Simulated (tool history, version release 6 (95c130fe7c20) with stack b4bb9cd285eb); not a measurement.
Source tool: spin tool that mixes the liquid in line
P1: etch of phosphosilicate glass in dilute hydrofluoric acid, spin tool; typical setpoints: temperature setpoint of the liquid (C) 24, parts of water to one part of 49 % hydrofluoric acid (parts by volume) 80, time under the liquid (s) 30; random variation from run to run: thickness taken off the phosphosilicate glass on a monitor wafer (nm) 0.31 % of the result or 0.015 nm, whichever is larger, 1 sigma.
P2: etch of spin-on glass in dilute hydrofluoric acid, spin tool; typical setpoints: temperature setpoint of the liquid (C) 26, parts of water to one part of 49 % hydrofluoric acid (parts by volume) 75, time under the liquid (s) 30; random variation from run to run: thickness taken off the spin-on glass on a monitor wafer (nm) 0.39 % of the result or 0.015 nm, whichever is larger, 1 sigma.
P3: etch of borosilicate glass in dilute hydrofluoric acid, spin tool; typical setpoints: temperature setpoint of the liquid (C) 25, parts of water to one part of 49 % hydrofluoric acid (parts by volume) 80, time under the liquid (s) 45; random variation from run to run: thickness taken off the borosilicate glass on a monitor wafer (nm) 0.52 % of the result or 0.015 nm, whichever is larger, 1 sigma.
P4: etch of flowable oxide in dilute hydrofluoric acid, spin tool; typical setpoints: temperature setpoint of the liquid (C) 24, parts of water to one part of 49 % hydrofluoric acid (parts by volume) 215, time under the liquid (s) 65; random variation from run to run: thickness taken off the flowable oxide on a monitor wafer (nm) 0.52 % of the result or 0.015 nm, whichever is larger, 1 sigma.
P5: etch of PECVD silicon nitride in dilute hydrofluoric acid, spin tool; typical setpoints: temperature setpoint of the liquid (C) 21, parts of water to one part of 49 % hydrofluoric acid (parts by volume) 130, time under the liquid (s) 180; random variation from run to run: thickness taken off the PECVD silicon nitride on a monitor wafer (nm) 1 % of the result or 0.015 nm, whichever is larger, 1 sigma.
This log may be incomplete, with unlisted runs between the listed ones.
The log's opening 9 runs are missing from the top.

run,hour,process that ran,temperature setpoint of the liquid (C),parts of water to one part of 49 % hydrofluoric acid (parts by volume),time under the liquid (s),hours since the thermometer was replaced,hours since the hydrofluoric acid flow meter was replaced,thickness taken off the phosphosilicate glass on a monitor wafer (nm),thickness taken off the borosilicate glass on a monitor wafer (nm),thickness taken off the spin-on glass on a monitor wafer (nm),thickness taken off the flowable oxide on a monitor wafer (nm),thickness taken off the PECVD silicon nitride on a monitor wafer (nm)
10,44.9,P2,18.5,75,30,679.8,923.6,,,16.628,,
11,49.7,P4,24,215,15,684.6,928.4,,,,3.4166,
12,56.4,P5,28.5,130,180,691.3,935.1,,,,,3.4716
13,61.5,P3,25,80,45,696.4,940.2,,25.708,,,
14,64.9,P1,24,80,30,699.8,943.6,46.52,,,,
15,69.2,P1,20.5,80,30,704.1,947.9,40.255,,,,
16,72.4,P3,25,80,70,707.3,951.1,,40.264,,,
17,79.1,P1,19,135,30,714,957.8,21.134,,,,
18,84,P1,24,120,30,718.9,962.7,29.497,,,,
19,88.1,P2,26,75,30,723,966.8,,,22.628,,
20,92.1,P1,24,80,15,727,970.8,23.114,,,,
21,99.1,P4,24,215,65,734,977.8,,,,15.049,
22,103.1,P4,17,215,65,738,981.8,,,,11.554,
23,107.1,P1,24,80,30,742,985.8,46.702,,,,

Predict the results of run 24:
24,112.4,P3,25,20,45,747.3,991.1,,?,,,

Logged for run 24: thickness taken off the borosilicate glass on a monitor wafer (nm) 111.93.

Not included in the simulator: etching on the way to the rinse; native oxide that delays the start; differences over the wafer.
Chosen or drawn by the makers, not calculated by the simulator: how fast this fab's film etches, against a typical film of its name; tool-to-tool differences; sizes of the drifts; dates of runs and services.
